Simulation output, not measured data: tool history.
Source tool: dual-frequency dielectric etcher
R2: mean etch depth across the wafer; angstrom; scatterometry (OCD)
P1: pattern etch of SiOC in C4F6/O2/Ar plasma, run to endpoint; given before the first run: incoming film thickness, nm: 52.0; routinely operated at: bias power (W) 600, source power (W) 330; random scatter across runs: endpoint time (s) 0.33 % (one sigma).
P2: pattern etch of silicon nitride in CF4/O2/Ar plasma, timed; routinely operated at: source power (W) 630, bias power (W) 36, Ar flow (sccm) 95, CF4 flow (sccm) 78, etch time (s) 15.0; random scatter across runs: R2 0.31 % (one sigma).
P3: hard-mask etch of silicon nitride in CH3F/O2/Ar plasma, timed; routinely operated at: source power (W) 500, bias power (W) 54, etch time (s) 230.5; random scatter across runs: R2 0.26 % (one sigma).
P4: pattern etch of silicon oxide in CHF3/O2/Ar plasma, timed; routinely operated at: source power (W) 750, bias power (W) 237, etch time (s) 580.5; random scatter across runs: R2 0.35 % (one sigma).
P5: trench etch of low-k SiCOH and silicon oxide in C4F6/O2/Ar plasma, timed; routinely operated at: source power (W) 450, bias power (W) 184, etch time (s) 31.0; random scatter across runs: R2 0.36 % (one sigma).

{"run": 1, "hour": 4.5, "process that ran": "P1", "bias power (W)": 600, "source power (W)": 330, "endpoint time (s)": 18.354}
{"run": 2, "hour": 7.0, "process that ran": "P4", "bias power (W)": 237, "source power (W)": 490, "etch time (s)": 580.5, "R2": 11537.0}
{"run": 3, "hour": 9.8, "process that ran": "P4", "bias power (W)": 315, "source power (W)": 750, "etch time (s)": 580.5, "R2": 14968.0}
{"run": 4, "hour": 14.3, "process that ran": "P1", "bias power (W)": 503, "source power (W)": 440, "endpoint time (s)": 17.541}
{"run": 5, "hour": 16.7, "process that ran": "P1", "bias power (W)": 600, "source power (W)": 270, "endpoint time (s)": 19.587}
{"run": 6, "hour": 19.0, "process that ran": "P1", "bias power (W)": 600, "source power (W)": 330, "endpoint time (s)": 18.221}
{"run": 7, "hour": 21.9, "process that ran": "P2", "bias power (W)": 36, "source power (W)": 630, "etch time (s)": 15.0, "Ar flow (sccm)": 95, "CF4 flow (sccm)": 108, "R2": 321.47}
{"run": 8, "hour": 23.9, "process that ran": "P1", "bias power (W)": 600, "source power (W)": 330, "endpoint time (s)": 18.296}
{"run": 9, "hour": 26.7, "process that ran": "P2", "bias power (W)": 36, "source power (W)": 370, "etch time (s)": 15.0, "Ar flow (sccm)": 95, "CF4 flow (sccm)": 78, "R2": 192.5}
{"run": 10, "hour": 29.7, "process that ran": "P4", "bias power (W)": 237, "source power (W)": 750, "etch time (s)": 811.5, "R2": 18882.0}
{"run": 11, "hour": 33.7, "process that ran": "P3", "bias power (W)": 54, "source power (W)": 630, "etch time (s)": 230.5, "R2": 1770.0}
{"run": 12, "hour": 35.7, "process that ran": "P1", "bias power (W)": 600, "source power (W)": 330, "endpoint time (s)": 18.127}
{"run": 13, "hour": 40.3, "process that ran": "P2", "bias power (W)": 27, "source power (W)": 630, "etch time (s)": 15.0, "Ar flow (sccm)": 95, "CF4 flow (sccm)": 78, "R2": 278.58}
{"run": 14, "hour": 44.4, "process that ran": "P2", "bias power (W)": 36, "source power (W)": 630, "etch time (s)": 15.0, "Ar flow (sccm)": 95, "CF4 flow (sccm)": 78, "R2": 304.91}
{"run": 15, "hour": 48.2, "process that ran": "P1", "bias power (W)": 367, "source power (W)": 210, "endpoint time (s)": 25.931}
{"run": 16, "hour": 52.6, "process that ran": "P2", "bias power (W)": 36, "source power (W)": 630, "etch time (s)": 15.0, "Ar flow (sccm)": 75, "CF4 flow (sccm)": 78, "R2": 317.48}
{"run": 17, "hour": 56.2, "process that ran": "P5", "bias power (W)": 184, "source power (W)": 450, "etch time (s)": 31.0, "R2": 1002.4}
{"run": 18, "hour": 60.3, "process that ran": "P1", "bias power (W)": 600, "source power (W)": 330, "endpoint time (s)": 18.197}
{"run": 19, "hour": 62.4, "process that ran": "P2", "bias power (W)": 36, "source power (W)": 630, "etch time (s)": 18.5, "Ar flow (sccm)": 95, "CF4 flow (sccm)": 78, "R2": 378.46}
{"run": 20, "hour": 65.1, "process that ran": "P3", "bias power (W)": 54, "source power (W)": 500, "etch time (s)": 143.5, "R2": 1004.4}
{"run": 21, "hour": 67.5, "process that ran": "P5", "bias power (W)": 260, "source power (W)": 450, "etch time (s)": 31.0, "R2": 1130.5}
{"run": 22, "hour": 70.1, "process that ran": "P5", "bias power (W)": 184, "source power (W)": 370, "etch time (s)": 31.0, "R2": 929.99}
{"run": 23, "hour": 72.3, "process that ran": "P1", "bias power (W)": 600, "source power (W)": 330, "endpoint time (s)": 18.244}
{"run": 24, "hour": 75.6, "process that ran": "P3", "bias power (W)": 54, "source power (W)": 500, "etch time (s)": 230.5, "R2": 1610.5}
{"run": 25, "hour": 78.3, "process that ran": "P3", "bias power (W)": 35, "source power (W)": 500, "etch time (s)": 230.5, "R2": 1419.8}
{"run": 26, "hour": 82.0, "process that ran": "P1", "bias power (W)": 600, "source power (W)": 450, "endpoint time (s)": 16.246}
{"run": 27, "hour": 84.1, "process that ran": "P4", "bias power (W)": 237, "source power (W)": 750, "etch time (s)": 580.5, "R2": 13576.0}
{"run": 28, "hour": 87.7, "process that ran": "P1", "bias power (W)": 475, "source power (W)": 330, "endpoint time (s)": 19.961}
{"run": 29, "hour": 91.2, "process that ran": "P2", "bias power (W)": 36, "source power (W)": 630, "etch time (s)": 15.0, "Ar flow (sccm)": 95, "CF4 flow (sccm)": 78, "R2": 307.26}
{"run": 30, "hour": 95.6, "process that ran": "P1", "bias power (W)": 824, "source power (W)": 330, "endpoint time (s)": 16.051}
{"run": 31, "hour": 98.7, "process that ran": "P3", "bias power (W)": 54, "source power (W)": 500, "etch time (s)": 230.5, "R2": 1612.3}
{"run": 32, "hour": 101.8, "process that ran": "P5", "bias power (W)": 184, "source power (W)": 450, "etch time (s)": 46.0, "R2": 1493.6}
{"run": 33, "hour": 104.9, "process that ran": "P1", "bias power (W)": 600, "source power (W)": 330, "endpoint time (s)": 18.167}
{"run": 34, "hour": 107.1, "process that ran": "P1", "bias power (W)": 600, "source power (W)": 330, "endpoint time (s)": 18.143}
{"run": 35, "hour": 110.8, "process that ran": "P1", "bias power (W)": 600, "source power (W)": 330, "endpoint time (s)": 18.041}
{"run": 36, "hour": 114.7, "process that ran": "P1", "bias power (W)": 600, "source power (W)": 330, "endpoint time (s)": 18.069}
{"run": 37, "hour": 118.8, "process that ran": "P1", "bias power (W)": 600, "source power (W)": 330, "endpoint time (s)": 17.959}
{"hour": 120.3, "done": "wet clean of the chamber"}
{"run": 38, "hour": 122.1, "process that ran": "P1", "bias power (W)": 600, "source power (W)": 330, "endpoint time (s)": 18.015}
{"run": 39, "hour": 124.3, "process that ran": "P1", "bias power (W)": 600, "source power (W)": 330, "endpoint time (s)": 18.013}
{"run": 40, "hour": 128.4, "process that ran": "P1", "bias power (W)": 600, "source power (W)": 330, "endpoint time (s)": 17.954}
{"run": 41, "hour": 131.3, "process that ran": "P1", "bias power (W)": 600, "source power (W)": 330, "endpoint time (s)": 17.906}
{"run": 42, "hour": 135.3, "process that ran": "P1", "bias power (W)": 600, "source power (W)": 330, "endpoint time (s)": 18.02}
{"run": 43, "hour": 138.2, "process that ran": "P1", "bias power (W)": 600, "source power (W)": 330, "endpoint time (s)": 17.985}

P1 has crept away from where it was. The log is fitted equally well by each of these 2 causes, at the sizes shown:
A: source power that arrives over what is set, % = 4.57
B: bias power that arrives over what is set, % = 4.3
At approximately hour 104.9, the process output began to creep.
Other possible causes, and why each is ruled out:
chamber walls in a state that raises the etch rate, %: its service at hour 120.3 followed the start of the drift and did not put the process back to its old value

Each of the 4 check runs below uses one wafer; its results are left as question marks. Which run tells the causes apart?
{"run": "check 1", "hour": 141.1, "process that ran": "P5", "bias power (W)": 184, "source power (W)": 450, "etch time (s)": 31.0, "R2": "?"}
{"run": "check 2", "hour": 141.1, "process that ran": "P4", "bias power (W)": 237, "source power (W)": 750, "etch time (s)": 580.5, "R2": "?"}
{"run": "check 3", "hour": 141.1, "process that ran": "P3", "bias power (W)": 54, "source power (W)": 500, "etch time (s)": 230.5, "R2": "?"}
{"run": "check 4", "hour": 141.1, "process that ran": "P2", "bias power (W)": 36, "source power (W)": 630, "etch time (s)": 15.0, "Ar flow (sccm)": 95, "CF4 flow (sccm)": 78, "R2": "?"}

Outcome of each check run for each possible cause:
check=check_1 result=R2 if_A=1025.20 if_B=1021.00
check=check_2 result=R2 if_A=13753.00 if_B=13723.00
check=check_3 result=R2 if_A=1641.40 if_B=1634.60
check=check_4 result=R2 if_A=318.00 if_B=310.31
Smallest distance between any two causes, each pair judged by its most separating result, in per cent: check 1 0.41 %; check 2 0.22 %; check 3 0.41 %; check 4 2.45 %
Check 4 tells the causes apart: in the others they would give nearly the same result.

With check 4 done, the readings were: R2 309.17 angstrom. Identify which of the listed causes applies.

Of the candidate causes, it is B: bias power that arrives over what is set, %.
